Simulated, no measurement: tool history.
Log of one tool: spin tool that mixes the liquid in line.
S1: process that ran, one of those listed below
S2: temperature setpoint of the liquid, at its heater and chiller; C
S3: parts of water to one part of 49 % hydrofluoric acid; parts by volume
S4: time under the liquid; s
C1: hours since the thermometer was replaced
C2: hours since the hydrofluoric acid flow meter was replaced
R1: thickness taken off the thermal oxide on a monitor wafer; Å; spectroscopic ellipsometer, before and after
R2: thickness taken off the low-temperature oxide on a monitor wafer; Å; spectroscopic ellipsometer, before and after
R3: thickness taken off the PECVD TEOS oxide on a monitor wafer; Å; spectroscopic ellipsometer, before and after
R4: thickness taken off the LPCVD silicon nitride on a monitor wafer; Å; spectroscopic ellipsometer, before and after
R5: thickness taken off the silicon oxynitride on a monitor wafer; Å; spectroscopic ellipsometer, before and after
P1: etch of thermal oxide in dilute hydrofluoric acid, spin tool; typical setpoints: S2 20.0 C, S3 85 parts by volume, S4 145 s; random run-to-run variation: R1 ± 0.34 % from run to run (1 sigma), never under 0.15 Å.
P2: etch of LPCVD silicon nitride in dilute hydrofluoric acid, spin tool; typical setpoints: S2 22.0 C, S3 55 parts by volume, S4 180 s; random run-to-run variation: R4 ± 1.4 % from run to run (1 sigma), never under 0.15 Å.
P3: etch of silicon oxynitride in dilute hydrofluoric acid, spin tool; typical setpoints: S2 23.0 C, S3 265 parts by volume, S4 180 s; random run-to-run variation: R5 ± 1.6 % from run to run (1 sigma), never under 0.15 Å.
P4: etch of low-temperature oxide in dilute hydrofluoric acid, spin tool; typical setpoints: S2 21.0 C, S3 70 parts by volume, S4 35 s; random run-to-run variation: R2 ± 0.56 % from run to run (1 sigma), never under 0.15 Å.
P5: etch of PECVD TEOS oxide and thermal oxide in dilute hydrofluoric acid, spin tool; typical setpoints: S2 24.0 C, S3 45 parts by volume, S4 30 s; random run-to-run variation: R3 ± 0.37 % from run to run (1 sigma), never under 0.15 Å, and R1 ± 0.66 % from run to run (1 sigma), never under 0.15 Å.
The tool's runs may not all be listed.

| run | hour | S1 | S2 | S3 | S4 | C1 | C2 | R1 | R2 | R3 | R4 | R5 |
|---|---|---|---|---|---|---|---|---|---|---|---|---|
| 1 | 9.8 | P1 | 20.0 | 85 | 145 | 1381.1 | 270.8 | 67.645 |  |  |  |  |
| 2 | 17.4 | P4 | 17.0 | 70 | 35 | 1388.7 | 278.4 |  | 139.710 |  |  |  |
| 3 | 23.9 | P1 | 20.0 | 85 | 145 | 1395.2 | 284.9 | 67.546 |  |  |  |  |
| 4 | 30.4 | P4 | 21.0 | 125 | 35 | 1401.7 | 291.4 |  | 85.394 |  |  |  |
| 5 | 42.3 | P5 | 24.0 | 45 | 30 | 1413.6 | 303.3 | 32.109 |  | 75.512 |  |  |
| 6 | 48.0 | P2 | 22.0 | 55 | 180 | 1419.3 | 309.0 |  |  |  | 15.0080 |  |
| 7 | 59.5 | P4 | 21.0 | 70 | 35 | 1430.8 | 320.5 |  | 161.950 |  |  |  |
| 8 | 71.8 | P5 | 24.0 | 20 | 30 | 1443.1 | 332.8 | 74.596 |  | 176.390 |  |  |
| 9 | 79.1 | P1 | 20.0 | 40 | 145 | 1450.4 | 340.1 | 151.320 |  |  |  |  |
|  | 85.7 | thermometer replaced |
| 10 | 91.2 | P1 | 20.0 | 85 | 35 | 5.5 | 352.2 | 16.099 |  |  |  |  |
| 11 | 101.7 | P1 | 20.0 | 130 | 145 | 16.0 | 362.7 | 42.110 |  |  |  |  |
| 12 | 109.9 | P2 | 22.0 | 100 | 180 | 24.2 | 370.9 |  |  |  | 8.5866 |  |
| 13 | 121.3 | P1 | 26.5 | 45 | 145 | 35.6 | 382.3 | 174.930 |  |  |  |  |
| 14 | 133.0 | P3 | 23.0 | 265 | 350 | 47.3 | 394.0 |  |  |  |  | 30.798 |
| 15 | 141.2 | P2 | 17.0 | 55 | 180 | 55.5 | 402.2 |  |  |  | 10.9070 |  |
| 16 | 152.0 | P4 | 21.0 | 70 | 15 | 66.3 | 413.0 |  | 69.817 |  |  |  |
| 17 | 161.9 | P3 | 23.0 | 265 | 180 | 76.2 | 422.9 |  |  |  |  | 16.123 |
| 18 | 170.0 | P5 | 24.0 | 45 | 30 | 84.3 | 431.0 | 32.021 |  | 76.387 |  |  |
| 19 | 182.0 | P3 | 30.0 | 265 | 180 | 96.3 | 443.0 |  |  |  |  | 20.679 |
| 20 | 193.8 | P3 | 23.0 | 90 | 180 | 108.1 | 454.8 |  |  |  |  | 53.246 |
| 21 | 205.0 | P1 | 25.5 | 85 | 145 | 119.3 | 466.0 | 84.466 |  |  |  |  |
| 22 | 213.0 | P4 | 21.0 | 70 | 35 | 127.3 | 474.0 |  | 162.650 |  |  |  |
| 23 | 220.3 | P1 | 20.0 | 85 | 145 | 134.6 | 481.3 | 67.996 |  |  |  |  |
| 24 | 226.0 | P2 | 22.0 | 55 | 15 | 140.3 | 487.0 |  |  |  | 1.4342 |  |
| 25 | 232.5 | P1 | 20.0 | 85 | 230 | 146.8 | 493.5 | 107.520 |  |  |  |  |
| 26 | 242.6 | P2 | 22.0 | 55 | 180 | 156.9 | 503.6 |  |  |  | 14.7990 |  |
| 27 | 250.1 | P1 | 20.0 | 85 | 145 | 164.4 | 511.1 | 67.612 |  |  |  |  |
| 28 | 262.3 | P5 | 24.0 | 45 | 60 | 176.6 | 523.3 | 64.615 |  | 152.300 |  |  |
| 29 | 268.1 | P1 | 24.0 | 55 | 145 | 182.4 | 529.1 | 127.500 |  |  |  |  |
| 30 | 279.5 | P1 | 20.0 | 85 | 145 | 193.8 | 540.5 | 67.787 |  |  |  |  |
| 31 | 287.2 | P1 | 17.0 | 85 | 145 | 201.5 | 548.2 | 59.910 |  |  |  |  |
| 32 | 294.4 | P5 | 19.0 | 45 | 30 | 208.7 | 555.4 | 25.969 |  | 61.549 |  |  |
| 33 | 300.3 | P1 | 20.0 | 85 | 145 | 214.6 | 561.3 | 67.683 |  |  |  |  |
| 34 | 306.4 | P1 | 20.0 | 85 | 145 | 220.7 | 567.4 | 66.008 |  |  |  |  |
| 35 | 313.3 | P1 | 20.0 | 85 | 145 | 227.6 | 574.3 | 65.185 |  |  |  |  |
| 36 | 325.4 | P1 | 20.0 | 85 | 145 | 239.7 | 586.4 | 63.813 |  |  |  |  |
| 37 | 332.7 | P1 | 20.0 | 85 | 145 | 247.0 | 593.7 | 62.903 |  |  |  |  |
| 38 | 343.2 | P1 | 20.0 | 85 | 145 | 257.5 | 604.2 | 62.474 |  |  |  |  |
| 39 | 351.5 | P1 | 20.0 | 85 | 145 | 265.8 | 612.5 | 62.353 |  |  |  |  |
| 40 | 357.7 | P1 | 20.0 | 85 | 145 | 272.0 | 618.7 | 62.317 |  |  |  |  |
| 41 | 370.2 | P1 | 20.0 | 85 | 145 | 284.5 | 631.2 | 62.546 |  |  |  |  |
| 42 | 380.6 | P1 | 20.0 | 85 | 145 | 294.9 | 641.6 | 61.971 |  |  |  |  |

P1 has crept away from where it was. The log is fitted equally well by each of these 2 causes, at the sizes shown:
A: hydrofluoric acid flow below the setpoint (%) = 7.03
B: liquid colder than its thermometer reads (K) = 1.92
The process output started creeping at around hour 300.3.

You are offered 4 check runs, listed below with question marks in place of their results; each one averages 5 wafers. Which run separates the listed causes by giving clearly different results for each?
| check 1 | 391.0 | P4 | 21.0 | 70 | 35 |  |  |  | ? |  |  |  |
| check 2 | 391.0 | P2 | 22.0 | 55 | 180 |  |  |  |  |  | ? |  |
| check 3 | 391.0 | P3 | 23.0 | 265 | 180 |  |  |  |  |  |  | ? |
| check 4 | 391.0 | P5 | 24.0 | 45 | 30 |  |  | ? |  | ? |  |  |

Outcome of each check run for each possible cause:
| check | result | if A | if B |
|---|---|---|---|
| check 1 | R2 | 150.380 | 150.200 |
| check 2 | R4 | 14.1360 | 13.3020 |
| check 3 | R5 | 14.324 | 14.350 |
| check 4 | R1 | 29.862 | 29.785 |
| check 4 | R3 | 70.183 | 70.004 |
Separation of the two closest causes in each check, using whichever result separates them best: check 1 0.12 %; check 2 6.08 %; check 3 0.18 %; check 4 0.26 %
Check 2 distinguishes between the causes, while the remaining checks would return nearly the same result for all of them.

Running check 2 produced the following: R4 14.0820 Å. Which one of the listed causes fits?

A is the cause: hydrofluoric acid flow below the setpoint (%).
